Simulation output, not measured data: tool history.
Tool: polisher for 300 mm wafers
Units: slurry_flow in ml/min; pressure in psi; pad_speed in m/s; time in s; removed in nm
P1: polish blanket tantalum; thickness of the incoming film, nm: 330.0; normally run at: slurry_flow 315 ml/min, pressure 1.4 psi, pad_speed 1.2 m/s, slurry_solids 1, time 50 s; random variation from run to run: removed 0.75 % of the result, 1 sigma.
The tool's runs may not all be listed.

run	hour	slurry_flow	pressure	pad_speed	slurry_solids	time	removed
1	7.5	315	1.4	1.2	1	50	77.045
2	18.9	315	1.4	1.2	1	69	107.63
3	27.7	315	1.4	0.54	1	50	35.059
4	39.4	315	1.4	1.2	1	50	77.557
5	55.6	315	1.4	1.86	1	50	120.88
6	69.7	315	0.9	1.2	1	50	49.473
7	78.1	315	2.2	1.2	1	50	123.41
8	92.8	190	1.4	1.2	1	50	74.595
9	105.9	315	1.4	1.2	1	50	77.413
10	115.2	315	1.4	1.2	1	50	76.987
# hour 124.3: worn pad replaced by a new one
11	131.7	315	1.4	1.2	1.45	50	85.756
12	141.4	315	1.4	1.2	0.55	50	63.446
13	149.8	315	1.4	1.52	1.2	50	103.53
14	159.1	315	1.4	1.2	1	50	78.498
15	174.6	315	1.4	1.2	1	24	37.327
# hour 189.8: head pressure recalibrated
16	190	440	1.4	1.2	1	50	80.643
17	202.3	315	1.4	1.2	1	50	79.554
18	216.1	315	1.4	1.2	1	50	78.217
19	231.2	315	1.4	1.2	1	50	74.082
20	239.4	315	1.4	1.2	1	50	72.434
21	246.5	315	1.4	1.2	1	50	71.512
22	258.2	315	1.4	1.2	1	50	70.845
# hour 264.9: worn pad replaced by a new one
23	267.7	315	1.4	1.2	1	50	69.823
24	283.3	315	1.4	1.2	1	50	70.247
25	297.2	315	1.4	1.2	1	50	69.102

What P1 gives has crept away from where it was. These 2 causes fit the log equally well, each at the size given:
A: abrasive missing from the slurry, % = 30.8
B: head's pressure below its setpoint, % = 11.3
The creep began at about hour 216.1.
Why every other cause is out:
removal rate lost through wear of the pad, %: serviced at hour 264.9, which brought nothing back
slurry flow missing at the pad, %: at most 40, which would move removed by -5.5 %: too little, or the wrong way

4 check runs are offered, each on 5 wafers whose results are averaged, their results left as question marks. Which one tells the causes apart?
check 1	311.1	190	1.4	0.56	1	50	?
check 2	311.1	315	2	1.2	1	29	?
check 3	311.1	315	1.7	0.54	1	50	?
check 4	311.1	315	1.4	1.2	0.7	28	?

What each check would give under each cause:
check	result	if A	if B
check 1	removed	30.645	30.639
check 2	removed	57.52	57.509
check 3	removed	37.934	37.926
check 4	removed	33.601	34.628
How far apart the two closest causes lie, in the result that separates them most: check 1 0.02 %; check 2 0.02 %; check 3 0.02 %; check 4 3.01 %
Only check 4 tells the causes apart: in the others they would give nearly the same result.

Then check 4 was run and gave: removed 33.425 nm. Which cause is it?

It is A: abrasive missing from the slurry, %.
